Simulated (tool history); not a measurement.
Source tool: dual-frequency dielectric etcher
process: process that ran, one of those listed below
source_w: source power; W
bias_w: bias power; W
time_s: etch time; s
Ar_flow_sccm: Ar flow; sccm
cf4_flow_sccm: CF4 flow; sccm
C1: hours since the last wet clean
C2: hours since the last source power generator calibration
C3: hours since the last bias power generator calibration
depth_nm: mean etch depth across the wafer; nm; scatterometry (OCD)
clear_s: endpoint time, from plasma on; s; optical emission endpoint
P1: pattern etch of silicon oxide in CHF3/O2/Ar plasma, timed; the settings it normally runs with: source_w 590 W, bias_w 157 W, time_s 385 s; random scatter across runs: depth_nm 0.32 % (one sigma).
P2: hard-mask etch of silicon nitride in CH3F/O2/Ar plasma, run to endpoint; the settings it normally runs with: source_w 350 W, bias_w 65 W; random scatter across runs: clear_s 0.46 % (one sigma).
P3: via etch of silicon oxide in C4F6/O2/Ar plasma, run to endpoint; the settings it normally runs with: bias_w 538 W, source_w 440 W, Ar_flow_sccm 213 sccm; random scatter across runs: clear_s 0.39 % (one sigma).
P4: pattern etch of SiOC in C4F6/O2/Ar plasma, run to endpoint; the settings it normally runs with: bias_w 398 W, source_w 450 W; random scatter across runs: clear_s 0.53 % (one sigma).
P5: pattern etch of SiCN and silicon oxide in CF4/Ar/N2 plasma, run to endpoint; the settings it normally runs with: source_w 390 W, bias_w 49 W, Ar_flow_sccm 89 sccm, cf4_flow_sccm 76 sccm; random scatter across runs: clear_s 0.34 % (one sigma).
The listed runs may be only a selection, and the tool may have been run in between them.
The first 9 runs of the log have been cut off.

Run 10, hour 149.3: process P1, source_w 590 W, bias_w 157 W, time_s 385 s; C1 295.8; C2 1808.5; C3 756.2. Result: depth_nm 694.31 nm.
Run 11, hour 160.7: process P1, source_w 590 W, bias_w 192 W, time_s 385 s; C1 307.2; C2 1819.9; C3 767.6. Result: depth_nm 742.97 nm.
Run 12, hour 174.4: process P4, source_w 530 W, bias_w 398 W; C1 320.9; C2 1833.6; C3 781.3. Result: clear_s 14.644 s.
Run 13, hour 189.3: process P1, source_w 590 W, bias_w 127 W, time_s 385 s; C1 335.8; C2 1848.5; C3 796.2. Result: depth_nm 649.03 nm.
Run 14, hour 199.3: process P5, source_w 390 W, bias_w 49 W, Ar_flow_sccm 89 sccm, cf4_flow_sccm 76 sccm; C1 345.8; C2 1858.5; C3 806.2. Result: clear_s 13.451 s.
Run 15, hour 210.1: process P1, source_w 590 W, bias_w 157 W, time_s 385 s; C1 356.6; C2 1869.3; C3 817. Result: depth_nm 693.81 nm.
Run 16, hour 222.8: process P1, source_w 450 W, bias_w 157 W, time_s 385 s; C1 369.3; C2 1882; C3 829.7. Result: depth_nm 626.7 nm.
Run 17, hour 231.8: process P5, source_w 390 W, bias_w 62 W, Ar_flow_sccm 89 sccm, cf4_flow_sccm 76 sccm; C1 378.3; C2 1891; C3 838.7. Result: clear_s 12.613 s.
Run 18, hour 244.1: process P3, source_w 440 W, bias_w 538 W, Ar_flow_sccm 213 sccm; C1 390.6; C2 1903.3; C3 851. Result: clear_s 24.77 s.
Run 19, hour 259: process P2, source_w 350 W, bias_w 65 W; C1 405.5; C2 1918.2; C3 865.9. Result: clear_s 82.797 s.
At hour 263.1: source power generator calibrated.
Run 20, hour 278.2: process P3, source_w 440 W, bias_w 747 W, Ar_flow_sccm 213 sccm; C1 424.7; C2 15.2; C3 885.1. Result: clear_s 21.872 s.

The next listed run, before its measurement:
Run 21, hour 288.4: process P4, source_w 450 W, bias_w 398 W; C1 434.9; C2 25.4; C3 895.3. Result: clear_s ?.

clear_s: 15.469 s
